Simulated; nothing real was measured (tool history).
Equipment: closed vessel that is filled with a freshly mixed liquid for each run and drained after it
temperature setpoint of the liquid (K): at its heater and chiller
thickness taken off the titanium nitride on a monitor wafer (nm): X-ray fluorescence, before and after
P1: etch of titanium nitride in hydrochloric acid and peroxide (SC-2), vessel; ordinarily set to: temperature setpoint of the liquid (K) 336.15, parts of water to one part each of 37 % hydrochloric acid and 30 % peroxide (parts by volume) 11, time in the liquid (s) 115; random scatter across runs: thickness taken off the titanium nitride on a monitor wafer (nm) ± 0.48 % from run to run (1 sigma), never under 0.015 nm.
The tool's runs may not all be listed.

| run | hour | temperature setpoint of the liquid (K) | parts of water to one part each of 37 % hydrochloric acid and 30 % peroxide (parts by volume) | time in the liquid (s) | hours since the thermometer was replaced | hours since the chemicals flow meter was replaced | hours since the drum of peroxide was connected | thickness taken off the titanium nitride on a monitor wafer (nm) |
|---|---|---|---|---|---|---|---|---|
| 1 | 5.1 | 336.15 | 11 | 115 | 515.8 | 614.7 | 593.4 | 7.3071 |
| 2 | 11 | 336.15 | 4 | 115 | 521.7 | 620.6 | 599.3 | 15.944 |
| 3 | 21.5 | 326.15 | 6 | 115 | 532.2 | 631.1 | 609.8 | 6.3299 |
| 4 | 29.1 | 336.15 | 11 | 30 | 539.8 | 638.7 | 617.4 | 1.9268 |
| 5 | 35.6 | 336.15 | 11 | 175 | 546.3 | 645.2 | 623.9 | 11.211 |
| 6 | 45.3 | 336.15 | 11 | 115 | 556 | 654.9 | 633.6 | 7.3593 |
| 7 | 50.1 | 345.15 | 11 | 115 | 560.8 | 659.7 | 638.4 | 12.589 |
| 8 | 60.2 | 336.15 | 11 | 115 | 570.9 | 669.8 | 648.5 | 7.3815 |
| 9 | 69.9 | 336.15 | 4 | 200 | 580.6 | 679.5 | 658.2 | 27.738 |
| 10 | 76.8 | 336.15 | 11 | 115 | 587.5 | 686.4 | 665.1 | 7.3988 |
| 11 | 85.9 | 345.15 | 11 | 50 | 596.6 | 695.5 | 674.2 | 5.5048 |
| 12 | 93.2 | 336.15 | 19.5 | 115 | 603.9 | 702.8 | 681.5 | 4.4111 |
| 13 | 100.2 | 319.65 | 11 | 115 | 610.9 | 709.8 | 688.5 | 2.5149 |
|  | 103.3 | chemicals flow meter replaced |
| 14 | 105.1 | 336.15 | 11 | 115 | 615.8 | 1.9 | 693.4 | 7.3157 |
| 15 | 113.5 | 336.15 | 11 | 115 | 624.2 | 10.3 | 701.8 | 7.3566 |
| 16 | 123.1 | 336.15 | 11 | 115 | 633.8 | 19.9 | 711.4 | 7.34 |
| 17 | 131.7 | 336.15 | 11 | 115 | 642.4 | 28.5 | 720 | 7.0906 |

What will run 18 give?
| 18 | 140.1 | 336.15 | 11 | 115 | 650.8 | 36.9 | 728.4 | ? |

{"run 18": {"thickness taken off the titanium nitride on a monitor wafer (nm)": 6.9611}}
